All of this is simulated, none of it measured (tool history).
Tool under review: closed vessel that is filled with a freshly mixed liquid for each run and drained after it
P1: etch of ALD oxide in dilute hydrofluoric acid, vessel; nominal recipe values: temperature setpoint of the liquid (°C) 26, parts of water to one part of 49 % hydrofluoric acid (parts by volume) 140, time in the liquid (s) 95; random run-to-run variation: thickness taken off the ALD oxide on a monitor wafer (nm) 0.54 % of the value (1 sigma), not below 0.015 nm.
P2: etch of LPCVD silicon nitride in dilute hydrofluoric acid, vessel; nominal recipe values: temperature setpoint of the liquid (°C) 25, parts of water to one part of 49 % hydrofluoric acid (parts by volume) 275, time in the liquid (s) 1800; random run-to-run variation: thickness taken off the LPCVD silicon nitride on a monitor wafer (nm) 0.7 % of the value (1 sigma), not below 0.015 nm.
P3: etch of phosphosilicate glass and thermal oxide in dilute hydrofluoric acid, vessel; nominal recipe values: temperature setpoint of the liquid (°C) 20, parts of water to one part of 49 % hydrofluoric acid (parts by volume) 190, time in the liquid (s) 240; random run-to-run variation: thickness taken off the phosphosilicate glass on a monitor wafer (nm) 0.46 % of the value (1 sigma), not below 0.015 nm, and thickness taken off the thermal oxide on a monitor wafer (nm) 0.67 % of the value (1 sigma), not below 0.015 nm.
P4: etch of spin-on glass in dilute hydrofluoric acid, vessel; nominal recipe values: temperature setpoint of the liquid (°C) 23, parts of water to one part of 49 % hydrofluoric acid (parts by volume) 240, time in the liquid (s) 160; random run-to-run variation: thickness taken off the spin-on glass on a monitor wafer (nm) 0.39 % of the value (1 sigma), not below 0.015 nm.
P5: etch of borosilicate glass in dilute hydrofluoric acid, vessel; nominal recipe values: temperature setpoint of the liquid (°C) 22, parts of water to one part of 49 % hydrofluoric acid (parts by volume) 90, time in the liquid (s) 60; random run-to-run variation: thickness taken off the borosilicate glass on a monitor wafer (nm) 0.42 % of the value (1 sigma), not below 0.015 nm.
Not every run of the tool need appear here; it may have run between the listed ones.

run   hour  process that ran  temperature setpoint of the liquid (°C)  parts of water to one part of 49 % hydrofluoric acid (parts by volume)  time in the liquid (s)  hours since the thermometer was replaced  hours since the hydrofluoric acid flow meter was replaced  thickness taken off the ALD oxide on a monitor wafer (nm)  thickness taken off the spin-on glass on a monitor wafer (nm)  thickness taken off the LPCVD silicon nitride on a monitor wafer (nm)  thickness taken off the borosilicate glass on a monitor wafer (nm)  thickness taken off the phosphosilicate glass on a monitor wafer (nm)  thickness taken off the thermal oxide on a monitor wafer (nm)
  1    6.8                P1                                       26                                                                     140                      95                                     825.1                                                      103.3                                                     11.166
  2   14.7                P4                                       23                                                                     240                      60                                       833                                                      111.2                                                                                                                    5.1536
  3   22.1                P2                                       25                                                                     275                    1800                                     840.4                                                      118.6                                                                                                                                                                                           3.2201
  4   33.2                P5                                       22                                                                     130                      60                                     851.5                                                      129.7                                                                                                                                                                                                                                                               15.264
  5   43.4                P3                                       20                                                                     275                     240                                     861.7                                                      139.9                                                                                                                                                                                                                                                                                                                                      37.525                                                          2.764
  6   50.9                P4                                       23                                                                      40                     160                                     869.2                                                      147.4                                                                                                                    104.38
  7   61.4                P1                                     30.5                                                                     140                      95                                     879.7                                                      157.9                                                     13.293
  8   68.3                P5                                       22                                                                      90                      60                                     886.6                                                      164.8                                                                                                                                                                                                                                                               23.132
  9   78.1                P2                                     32.5                                                                     275                    1800                                     896.4                                                      174.6                                                                                                                                                                                           5.0929
 10   89.5                P3                                       20                                                                     190                      30                                     907.8                                                        186                                                                                                                                                                                                                                                                                                                                      7.2944                                                        0.54425
 11   95.3                P4                                       17                                                                     240                     160                                     913.6                                                      191.8                                                                                                                    10.962
 12  105.4                P1                                       26                                                                      45                      95                                     923.7                                                      201.9                                                     39.382
 13  116.5                P2                                       25                                                                     275                    3565                                     934.8                                                        213                                                                                                                                                                                           6.3376
 14  128.4                P3                                     27.5                                                                     190                     240                                     946.7                                                      224.9                                                                                                                                                                                                                                                                                                                                      77.837                                                         5.6137
 15  140.4                P1                                       26                                                                     140                      95                                     958.7                                                      236.9                                                     11.249
 16  150.9                P2                                       25                                                                     275                    1800                                     969.2                                                      247.4                                                                                                                                                                                           3.2121
 17  162.5                P1                                       26                                                                     140                      50                                     980.8                                                        259                                                     5.9798
 18  173.5                P5                                       22                                                                      90                      30                                     991.8                                                        270                                                                                                                                                                                                                                                                 11.6
 19  182.2                P1                                       26                                                                     140                      95                                    1000.5                                                      278.7                                                     11.227
 20  189.1                P4                                       23                                                                     240                     160                                    1007.4                                                      285.6                                                                                                                    13.749
 21  197.5                P2                                       25                                                                     400                    1800                                    1015.8                                                        294                                                                                                                                                                                           2.2376
 22  203.8                P1                                       26                                                                     140                     175                                    1022.1                                                      300.3                                                     20.686

Run 23 has not been measured yet. What should we expect?
 23  210.6                P1                                       26                                                                     205                      95                                    1028.9                                                      307.1                                                          ?

{"run 23": {"thickness taken off the ALD oxide on a monitor wafer (nm)": 7.0876}}

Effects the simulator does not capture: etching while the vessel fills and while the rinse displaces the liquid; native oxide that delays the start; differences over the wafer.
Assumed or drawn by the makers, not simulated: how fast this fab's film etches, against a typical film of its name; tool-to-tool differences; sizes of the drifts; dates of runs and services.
